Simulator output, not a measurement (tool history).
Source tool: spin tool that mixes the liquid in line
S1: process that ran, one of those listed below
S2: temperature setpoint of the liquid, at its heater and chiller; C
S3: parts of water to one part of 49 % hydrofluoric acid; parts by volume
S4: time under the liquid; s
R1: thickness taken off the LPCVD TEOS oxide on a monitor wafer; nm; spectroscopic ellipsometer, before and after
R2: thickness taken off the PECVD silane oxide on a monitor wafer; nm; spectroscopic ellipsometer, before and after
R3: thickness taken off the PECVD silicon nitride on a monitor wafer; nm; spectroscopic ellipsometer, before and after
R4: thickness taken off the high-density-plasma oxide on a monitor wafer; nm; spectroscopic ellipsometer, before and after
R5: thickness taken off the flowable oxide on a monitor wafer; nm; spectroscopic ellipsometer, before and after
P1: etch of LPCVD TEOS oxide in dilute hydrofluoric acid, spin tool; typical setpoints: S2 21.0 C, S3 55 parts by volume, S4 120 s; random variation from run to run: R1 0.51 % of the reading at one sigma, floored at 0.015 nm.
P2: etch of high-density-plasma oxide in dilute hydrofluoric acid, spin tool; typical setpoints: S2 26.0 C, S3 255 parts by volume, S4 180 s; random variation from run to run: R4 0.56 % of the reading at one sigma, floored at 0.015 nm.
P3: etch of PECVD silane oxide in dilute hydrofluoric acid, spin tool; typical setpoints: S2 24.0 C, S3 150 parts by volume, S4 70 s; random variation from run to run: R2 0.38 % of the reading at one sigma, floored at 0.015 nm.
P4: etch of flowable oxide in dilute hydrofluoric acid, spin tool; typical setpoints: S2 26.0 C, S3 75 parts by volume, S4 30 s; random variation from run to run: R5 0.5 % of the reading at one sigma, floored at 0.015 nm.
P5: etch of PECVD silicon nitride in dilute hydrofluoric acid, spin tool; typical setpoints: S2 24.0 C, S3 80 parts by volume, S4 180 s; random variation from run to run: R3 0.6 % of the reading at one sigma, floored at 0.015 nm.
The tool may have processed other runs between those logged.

run	day	S1	S2	S3	S4	R1	R2	R3	R4	R5
1	0.567	P1	21.0	55	120	35.7890				
2	0.996	P1	17.0	55	120	30.3510				
3	1.400	P3	32.5	150	70		9.8198			
4	1.754	P1	21.0	55	120	35.4180				
5	2.446	P1	21.0	75	120	25.5150				
6	2.962	P5	29.0	80	180			5.60580		
7	3.442	P2	26.0	90	180				17.69500	
8	4.208	P1	21.0	55	120	35.8500				
9	4.846	P1	21.0	55	120	35.9070				
10	5.508	P1	21.0	20	120	101.9100				
11	6.125	P5	24.0	20	180			15.73300		
12	6.804	P2	26.0	255	180				5.12540	
13	7.388	P4	26.0	30	30					40.0240
14	7.983	P1	27.5	55	120	46.1750				
15	8.342	P4	26.0	75	15					7.6104
16	8.783	P1	17.0	20	120	85.9980				
17	9.142	P1	21.0	55	25	7.4394				
18	9.825	P5	24.0	80	40			0.90559		
19	10.533	P3	24.0	150	70		7.1099			
20	11.321	P3	24.0	25	70		50.6040			
21	11.704	P5	24.0	80	180			4.10790		
22	12.246	P4	33.0	75	30					19.9020
23	12.908	P3	24.0	150	130		13.3870			
24	13.512	P4	26.0	75	30					15.1460
25	13.862	P1	21.0	55	120	35.9290				
26	14.442	P2	31.0	255	180				6.06870	
27	15.100	P5	24.0	80	180			4.04700		
28	15.575	P2	26.0	255	15				0.44326	
29	16.292	P1	21.0	55	120	35.8300				
30	17.046	P2	26.0	255	180				5.13600	
31	17.775	P1	21.0	55	120	35.8290				

What does the tool deliver on the next run?
32	18.271	P1	21.0	55	200	?				

Run 32 gave R1 59.1260 nm.
